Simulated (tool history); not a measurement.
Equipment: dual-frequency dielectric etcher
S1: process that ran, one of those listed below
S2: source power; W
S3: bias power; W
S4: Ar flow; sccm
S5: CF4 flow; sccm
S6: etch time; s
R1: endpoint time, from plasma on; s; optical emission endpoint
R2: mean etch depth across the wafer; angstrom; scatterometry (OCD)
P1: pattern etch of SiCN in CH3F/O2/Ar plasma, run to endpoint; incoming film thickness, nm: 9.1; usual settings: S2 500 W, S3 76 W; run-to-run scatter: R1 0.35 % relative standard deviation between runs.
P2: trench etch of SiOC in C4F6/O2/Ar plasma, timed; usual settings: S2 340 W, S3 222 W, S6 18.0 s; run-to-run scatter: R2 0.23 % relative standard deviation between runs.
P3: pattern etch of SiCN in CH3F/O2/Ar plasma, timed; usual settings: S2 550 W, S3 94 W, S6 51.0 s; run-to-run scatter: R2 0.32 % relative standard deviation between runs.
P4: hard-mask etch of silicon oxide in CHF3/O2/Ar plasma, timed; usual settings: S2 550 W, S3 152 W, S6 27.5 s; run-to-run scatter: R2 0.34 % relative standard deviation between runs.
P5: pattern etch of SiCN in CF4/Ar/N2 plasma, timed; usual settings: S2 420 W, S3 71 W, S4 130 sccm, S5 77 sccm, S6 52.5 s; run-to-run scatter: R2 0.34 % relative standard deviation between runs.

Run 1, day 0.196: S1 P1, S2 500 W, S3 76 W. Result: R1 22.748 s.
Run 2, day 0.367: S1 P5, S2 420 W, S3 71 W, S4 130 sccm, S5 77 sccm, S6 78.5 s. Result: R2 617.24 angstrom.
Run 3, day 0.621: S1 P4, S2 550 W, S3 152 W, S6 20.5 s. Result: R2 373.12 angstrom.
Run 4, day 0.883: S1 P5, S2 420 W, S3 71 W, S4 130 sccm, S5 77 sccm, S6 52.5 s. Result: R2 413.35 angstrom.
Run 5, day 1.046: S1 P3, S2 550 W, S3 94 W, S6 51.0 s. Result: R2 246.48 angstrom.
Run 6, day 1.350: S1 P1, S2 500 W, S3 76 W. Result: R1 22.551 s.
Run 7, day 1.642: S1 P2, S2 460 W, S3 222 W, S6 18.0 s. Result: R2 421.60 angstrom.
Run 8, day 1.929: S1 P1, S2 690 W, S3 76 W. Result: R1 20.016 s.
Run 9, day 2.179: S1 P4, S2 550 W, S3 205 W, S6 27.5 s. Result: R2 552.60 angstrom.
Run 10, day 2.362: S1 P1, S2 500 W, S3 102 W. Result: R1 20.260 s.
Run 11, day 2.650: S1 P3, S2 550 W, S3 94 W, S6 51.0 s. Result: R2 246.11 angstrom.
Run 12, day 2.792: S1 P1, S2 360 W, S3 55 W. Result: R1 28.522 s.
Run 13, day 3.042: S1 P5, S2 420 W, S3 71 W, S4 130 sccm, S5 109 sccm, S6 52.5 s. Result: R2 435.70 angstrom.
Run 14, day 3.204: S1 P1, S2 500 W, S3 76 W. Result: R1 22.438 s.
Run 15, day 3.517: S1 P2, S2 340 W, S3 145 W, S6 18.0 s. Result: R2 328.63 angstrom.
Run 16, day 3.800: S1 P1, S2 600 W, S3 99 W. Result: R1 19.117 s.
Run 17, day 4.046: S1 P1, S2 370 W, S3 76 W. Result: R1 25.265 s.
Run 18, day 4.221: S1 P1, S2 500 W, S3 58 W. Result: R1 24.913 s.
Run 19, day 4.425: S1 P5, S2 420 W, S3 71 W, S4 130 sccm, S5 77 sccm, S6 52.5 s. Result: R2 415.38 angstrom.
Run 20, day 4.633: S1 P1, S2 500 W, S3 76 W. Result: R1 22.622 s.
Run 21, day 4.888: S1 P3, S2 550 W, S3 73 W, S6 51.0 s. Result: R2 224.68 angstrom.
Run 22, day 5.192: S1 P4, S2 770 W, S3 152 W, S6 27.5 s. Result: R2 569.72 angstrom.
Run 23, day 5.412: S1 P2, S2 340 W, S3 222 W, S6 18.0 s. Result: R2 375.18 angstrom.
Run 24, day 5.629: S1 P3, S2 550 W, S3 94 W, S6 77.0 s. Result: R2 369.98 angstrom.
Run 25, day 5.850: S1 P5, S2 420 W, S3 99 W, S4 130 sccm, S5 77 sccm, S6 52.5 s. Result: R2 467.90 angstrom.
Run 26, day 6.042: S1 P3, S2 360 W, S3 94 W, S6 51.0 s. Result: R2 209.27 angstrom.
Run 27, day 6.229: S1 P4, S2 550 W, S3 152 W, S6 27.5 s. Result: R2 501.08 angstrom.
Run 28, day 6.533: S1 P1, S2 420 W, S3 50 W. Result: R1 27.923 s.
Run 29, day 6.842: S1 P2, S2 340 W, S3 222 W, S6 25.0 s. Result: R2 523.52 angstrom.
Run 30, day 7.071: S1 P4, S2 550 W, S3 152 W, S6 27.5 s. Result: R2 500.06 angstrom.
Run 31, day 7.258: S1 P1, S2 500 W, S3 76 W. Result: R1 22.511 s.
Run 32, day 7.538: S1 P1, S2 500 W, S3 76 W. Result: R1 22.601 s.
Run 33, day 7.833: S1 P5, S2 420 W, S3 71 W, S4 170 sccm, S5 77 sccm, S6 52.5 s. Result: R2 396.91 angstrom.
Run 34, day 8.104: S1 P5, S2 260 W, S3 71 W, S4 130 sccm, S5 77 sccm, S6 52.5 s. Result: R2 272.76 angstrom.
Run 35, day 8.379: S1 P1, S2 500 W, S3 76 W. Result: R1 22.569 s.
Run 36, day 8.562: S1 P1, S2 500 W, S3 76 W. Result: R1 22.583 s.

What does the tool deliver on the next run?
Run 37, day 8.871: S1 P1, S2 500 W, S3 76 W. Result: R1 ?.

{"run 37": {"R1": 22.608}}
